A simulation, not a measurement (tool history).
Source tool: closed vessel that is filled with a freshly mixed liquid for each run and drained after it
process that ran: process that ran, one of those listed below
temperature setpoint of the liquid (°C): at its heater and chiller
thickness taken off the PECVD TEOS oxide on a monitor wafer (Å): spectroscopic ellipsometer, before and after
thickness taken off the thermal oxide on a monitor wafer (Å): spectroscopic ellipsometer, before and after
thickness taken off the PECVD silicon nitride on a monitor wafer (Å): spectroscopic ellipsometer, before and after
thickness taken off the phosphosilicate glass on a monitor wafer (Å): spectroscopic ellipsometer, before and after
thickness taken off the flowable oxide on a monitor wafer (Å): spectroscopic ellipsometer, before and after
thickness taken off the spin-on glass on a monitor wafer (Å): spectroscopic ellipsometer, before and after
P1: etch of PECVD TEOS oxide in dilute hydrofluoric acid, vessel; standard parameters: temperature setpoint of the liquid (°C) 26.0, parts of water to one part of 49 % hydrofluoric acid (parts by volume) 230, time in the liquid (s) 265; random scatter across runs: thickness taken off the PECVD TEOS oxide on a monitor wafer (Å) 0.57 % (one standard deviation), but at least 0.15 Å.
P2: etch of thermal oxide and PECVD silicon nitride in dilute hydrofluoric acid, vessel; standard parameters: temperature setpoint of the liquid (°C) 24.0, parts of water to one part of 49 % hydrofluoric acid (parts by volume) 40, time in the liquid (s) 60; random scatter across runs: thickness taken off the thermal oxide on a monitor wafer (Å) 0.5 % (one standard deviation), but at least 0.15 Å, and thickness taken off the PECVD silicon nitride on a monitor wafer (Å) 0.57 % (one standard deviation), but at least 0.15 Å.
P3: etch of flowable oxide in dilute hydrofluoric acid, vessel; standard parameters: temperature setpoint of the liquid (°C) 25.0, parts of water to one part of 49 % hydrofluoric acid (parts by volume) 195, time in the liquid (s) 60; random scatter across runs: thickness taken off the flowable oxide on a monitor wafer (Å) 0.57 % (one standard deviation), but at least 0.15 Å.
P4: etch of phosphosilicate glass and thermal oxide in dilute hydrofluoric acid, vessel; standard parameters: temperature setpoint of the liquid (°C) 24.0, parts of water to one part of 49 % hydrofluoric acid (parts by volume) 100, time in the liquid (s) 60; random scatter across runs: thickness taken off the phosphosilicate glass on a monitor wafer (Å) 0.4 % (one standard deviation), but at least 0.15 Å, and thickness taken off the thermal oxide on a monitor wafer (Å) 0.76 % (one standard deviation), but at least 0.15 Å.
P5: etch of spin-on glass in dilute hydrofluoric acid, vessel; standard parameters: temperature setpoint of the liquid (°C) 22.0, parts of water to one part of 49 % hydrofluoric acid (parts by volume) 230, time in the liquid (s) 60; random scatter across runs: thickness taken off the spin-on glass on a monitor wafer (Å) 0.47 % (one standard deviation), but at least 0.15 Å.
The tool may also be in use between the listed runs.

run	hour	process that ran	temperature setpoint of the liquid (°C)	parts of water to one part of 49 % hydrofluoric acid (parts by volume)	time in the liquid (s)	thickness taken off the PECVD TEOS oxide on a monitor wafer (Å)	thickness taken off the thermal oxide on a monitor wafer (Å)	thickness taken off the PECVD silicon nitride on a monitor wafer (Å)	thickness taken off the phosphosilicate glass on a monitor wafer (Å)	thickness taken off the flowable oxide on a monitor wafer (Å)	thickness taken off the spin-on glass on a monitor wafer (Å)
1	11.7	P1	26.0	230	265	176.710					
2	23.5	P1	26.0	230	65	43.701					
3	31.8	P2	24.0	40	30		37.407	35.889			
4	48.2	P4	24.0	100	60		29.269		438.68		
5	56.8	P1	26.0	230	445	298.800					
6	65.8	P1	26.0	230	265	174.750					
7	76.9	P1	30.5	230	265	206.290					
8	88.4	P3	21.0	195	60					88.125	
9	102.9	P1	19.5	360	265	79.474					
10	118.1	P3	25.0	60	60					392.990	
11	133.9	P2	24.0	40	60		74.196	70.616			
12	141.9	P1	18.5	230	265	133.260					
13	158.8	P4	24.0	180	60		14.740		223.16		
14	167.8	P5	22.0	115	60						226.840
15	185.0	P4	32.0	100	60		40.042		597.29		
16	197.9	P1	26.0	125	265	368.830					
17	211.2	P3	25.0	195	60					103.020	
18	220.1	P1	26.0	230	265	175.570					
19	231.6	P3	25.0	195	100					169.380	
20	239.6	P1	26.0	230	265	176.190					
21	247.3	P1	20.0	375	265	76.068					
22	259.8	P5	22.0	230	60						100.270
23	273.5	P4	24.0	100	60		29.247		438.77		
24	286.1	P2	19.0	40	60		59.827	49.776			
25	298.2	P4	24.0	100	30		14.719		218.69		
26	311.8	P5	29.5	230	60						130.410
27	321.0	P5	22.0	230	30						50.267
28	333.5	P2	24.0	20	60		153.300	139.500			
29	348.1	P5	22.0	230	60						100.140
30	360.2	P1	26.0	315	265	119.030					
31	372.1	P1	18.0	350	265	77.559					
32	385.7	P1	26.0	230	265	177.090					
33	401.9	P1	26.0	230	265	175.540					
34	409.7	P1	26.0	230	265	173.940					
35	421.0	P1	26.0	230	265	170.310					
36	432.4	P1	26.0	230	265	166.350					
37	445.3	P1	26.0	230	265	165.810					
38	456.5	P1	26.0	230	265	168.160					
39	469.3	P1	26.0	230	265	166.880					

P1 has crept away from where it was. The log is fitted equally well by each of these 2 causes, at the sizes shown:
A: liquid colder than its thermometer reads (K) = 1.58
B: hydrofluoric acid flow below the setpoint (%) = 4.4
The drift started at roughly hour 401.9.

Question marks stand in for the results of the 4 check runs listed below, each run on one wafer. Under which run would the listed causes show clearly different results?
check 1	482.1	P2	24.0	40	30		?	?			
check 2	482.1	P4	24.0	155	30		?		?		
check 3	482.1	P5	26.0	150	60						?
check 4	482.1	P3	25.0	125	60					?	

Outcome of each check run for each possible cause:
check	result	if A	if B
check 1	thickness taken off the thermal oxide on a monitor wafer (Å)	34.8020	35.4520
check 1	thickness taken off the PECVD silicon nitride on a monitor wafer (Å)	31.808	33.906
check 2	thickness taken off the thermal oxide on a monitor wafer (Å)	8.3778	8.4421
check 2	thickness taken off the phosphosilicate glass on a monitor wafer (Å)	124.72	125.68
check 3	thickness taken off the spin-on glass on a monitor wafer (Å)	183.260	184.450
check 4	thickness taken off the flowable oxide on a monitor wafer (Å)	162.730	164.280
Per-check spread between the two closest causes, in the result where they differ most: check 1 6.39 %; check 2 0.76 %; check 3 0.65 %; check 4 0.94 %
Only check 1 tells the causes apart: in the others they would give nearly the same result.

The results of check 1 are: thickness taken off the thermal oxide on a monitor wafer (Å) 35.2880; thickness taken off the PECVD silicon nitride on a monitor wafer (Å) 33.835. Based on these, which of the listed causes is it?

It was cause B: hydrofluoric acid flow below the setpoint (%).
